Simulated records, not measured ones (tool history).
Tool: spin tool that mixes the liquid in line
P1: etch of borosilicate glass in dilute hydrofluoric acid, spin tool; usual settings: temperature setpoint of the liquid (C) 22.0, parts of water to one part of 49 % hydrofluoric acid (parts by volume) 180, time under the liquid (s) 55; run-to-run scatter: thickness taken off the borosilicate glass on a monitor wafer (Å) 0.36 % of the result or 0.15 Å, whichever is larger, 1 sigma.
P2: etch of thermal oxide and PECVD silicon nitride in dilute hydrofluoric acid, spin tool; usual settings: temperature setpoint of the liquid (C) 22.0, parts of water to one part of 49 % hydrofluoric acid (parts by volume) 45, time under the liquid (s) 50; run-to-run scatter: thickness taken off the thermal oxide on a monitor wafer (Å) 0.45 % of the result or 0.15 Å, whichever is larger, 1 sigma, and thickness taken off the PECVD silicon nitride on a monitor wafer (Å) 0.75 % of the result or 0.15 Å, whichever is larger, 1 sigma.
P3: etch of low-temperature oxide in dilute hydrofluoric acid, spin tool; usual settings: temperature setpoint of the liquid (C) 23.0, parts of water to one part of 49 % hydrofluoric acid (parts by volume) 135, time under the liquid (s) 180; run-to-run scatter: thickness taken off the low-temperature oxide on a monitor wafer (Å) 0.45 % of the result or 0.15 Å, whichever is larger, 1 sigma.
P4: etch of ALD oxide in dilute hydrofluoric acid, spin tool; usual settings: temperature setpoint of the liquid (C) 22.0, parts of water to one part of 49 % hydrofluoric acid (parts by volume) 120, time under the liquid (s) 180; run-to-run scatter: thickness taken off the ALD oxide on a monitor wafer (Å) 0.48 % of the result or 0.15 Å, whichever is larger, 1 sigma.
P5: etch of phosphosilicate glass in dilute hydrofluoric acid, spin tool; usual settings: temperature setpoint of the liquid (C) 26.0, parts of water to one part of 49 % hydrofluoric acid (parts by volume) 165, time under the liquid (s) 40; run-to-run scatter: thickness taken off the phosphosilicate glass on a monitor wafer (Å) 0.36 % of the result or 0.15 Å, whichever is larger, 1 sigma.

run   hour  process that ran  temperature setpoint of the liquid (C)  parts of water to one part of 49 % hydrofluoric acid (parts by volume)  time under the liquid (s)  thickness taken off the borosilicate glass on a monitor wafer (Å)  thickness taken off the phosphosilicate glass on a monitor wafer (Å)  thickness taken off the low-temperature oxide on a monitor wafer (Å)  thickness taken off the ALD oxide on a monitor wafer (Å)  thickness taken off the thermal oxide on a monitor wafer (Å)  thickness taken off the PECVD silicon nitride on a monitor wafer (Å)
  1   14.0                P1                                    22.0                                                                     180                         55                                                            115.660
  2   27.4                P1                                    27.0                                                                     180                         55                                                            138.340
  3   36.3                P5                                    26.0                                                                     165                         75                                                                                                                                   626.37
  4   48.4                P5                                    22.5                                                                     165                         40                                                                                                                                   291.49
  5   60.7                P1                                    22.0                                                                     180                        110                                                            231.280
  6   78.1                P3                                    29.5                                                                     135                        180                                                                                                                                                                                                        168.840
  7   91.2                P1                                    22.0                                                                     180                         25                                                             53.021
  8  100.7                P1                                    22.0                                                                     180                         55                                                            115.280
     111.7  -- hydrofluoric acid flow meter replaced
  9  112.3                P1                                    22.0                                                                     180                         55                                                            115.760
 10  127.8                P5                                    26.0                                                                     165                         40                                                                                                                                   330.57
 11  144.2                P4                                    22.0                                                                     120                        280                                                                                                                                                                                                                                                                   378.97
 12  156.5                P1                                    22.0                                                                      50                         80                                                            700.750
 13  166.2                P1                                    22.0                                                                     180                         55                                                            115.180
 14  178.5                P1                                    22.0                                                                     180                         55                                                            114.890
 15  195.6                P2                                    22.0                                                                      45                         50                                                                                                                                                                                                                                                                                                                                 55.485                                                                31.418
 16  205.6                P4                                    22.0                                                                     210                        180                                                                                                                                                                                                                                                                   127.27
 17  221.0                P3                                    23.0                                                                     135                        180                                                                                                                                                                                                        133.030
 18  238.1                P2                                    22.0                                                                      70                         50                                                                                                                                                                                                                                                                                                                                 34.730                                                                20.428
 19  254.9                P1                                    22.0                                                                      80                         55                                                            291.730
 20  267.1                P1                                    22.0                                                                     280                         55                                                             67.016
 21  276.2                P4                                    22.0                                                                     120                        180                                                                                                                                                                                                                                                                   244.75
 22  292.0                P4                                    17.0                                                                     120                        180                                                                                                                                                                                                                                                                   197.46
 23  308.1                P2                                    17.5                                                                      45                         50                                                                                                                                                                                                                                                                                                                                 46.558                                                                22.960
 24  317.0                P2                                    22.0                                                                      45                         95                                                                                                                                                                                                                                                                                                                                106.650                                                                59.742
     327.0  -- thermometer replaced
 25  328.6                P5                                    26.0                                                                      90                         40                                                                                                                                   667.63
 26  339.5                P3                                    23.0                                                                     250                        180                                                                                                                                                                                                         63.273
 27  358.0                P1                                    22.0                                                                     180                         55                                                            114.770
 28  375.2                P3                                    23.0                                                                     135                         75                                                                                                                                                                                                         55.440
 29  388.7                P1                                    17.0                                                                     180                         55                                                             94.934
 30  403.0                P1                                    22.0                                                                     180                         55                                                            115.730
 31  415.0                P1                                    22.0                                                                     180                         55                                                            115.910
 32  432.6                P1                                    22.0                                                                     180                         55                                                            118.570
 33  451.1                P1                                    22.0                                                                     180                         55                                                            119.540
 34  467.1                P1                                    22.0                                                                     180                         55                                                            120.200
 35  481.6                P1                                    22.0                                                                     180                         55                                                            121.210
 36  493.2                P1                                    22.0                                                                     180                         55                                                            120.720
 37  512.6                P1                                    22.0                                                                     180                         55                                                            121.160
 38  531.3                P1                                    22.0                                                                     180                         55                                                            121.290
 39  550.7                P1                                    22.0                                                                     180                         55                                                            121.480
 40  570.0                P1                                    22.0                                                                     180                         55                                                            121.210
 41  585.7                P1                                    22.0                                                                     180                         55                                                            122.100

What P1 gives has crept away from where it was. These 2 causes fit the log equally well, each at the size given:
A: liquid hotter than its thermometer reads (K) = 1.43
B: hydrofluoric acid flow above the setpoint (%) = 4.68
The creep began at about hour 403.0.

4 check runs are offered, each on 2 wafers whose results are averaged, their results left as question marks. Which one tells the causes apart?
check 1  601.4                P3                                    23.0                                                                     180                         95                                                                                                                                                                                                              ?
check 2  601.4                P2                                    22.0                                                                      60                         95                                                                                                                                                                                                                                                                                                                                      ?                                                                     ?
check 3  601.4                P4                                    18.5                                                                     120                        180                                                                                                                                                                                                                                                                        ?
check 4  601.4                P5                                    26.0                                                                     105                         65                                                                                                                                        ?

What each check would give under each cause:
  check                                                                result    if A    if B
check 1  thickness taken off the low-temperature oxide on a monitor wafer (Å)  52.837  52.876
check 2          thickness taken off the thermal oxide on a monitor wafer (Å)  83.222  82.397
check 2  thickness taken off the PECVD silicon nitride on a monitor wafer (Å)  49.393  46.879
check 3              thickness taken off the ALD oxide on a monitor wafer (Å)  224.69  223.11
check 4  thickness taken off the phosphosilicate glass on a monitor wafer (Å)  968.89  965.66
How far apart the two closest causes lie, in the result that separates them most: check 1 0.07 %; check 2 5.22 %; check 3 0.71 %; check 4 0.33 %
Only check 2 tells the causes apart: in the others they would give nearly the same result.

Then check 2 was run and gave: thickness taken off the thermal oxide on a monitor wafer (Å) 82.750; thickness taken off the PECVD silicon nitride on a monitor wafer (Å) 46.624. Which cause is it?

It is B: hydrofluoric acid flow above the setpoint (%).
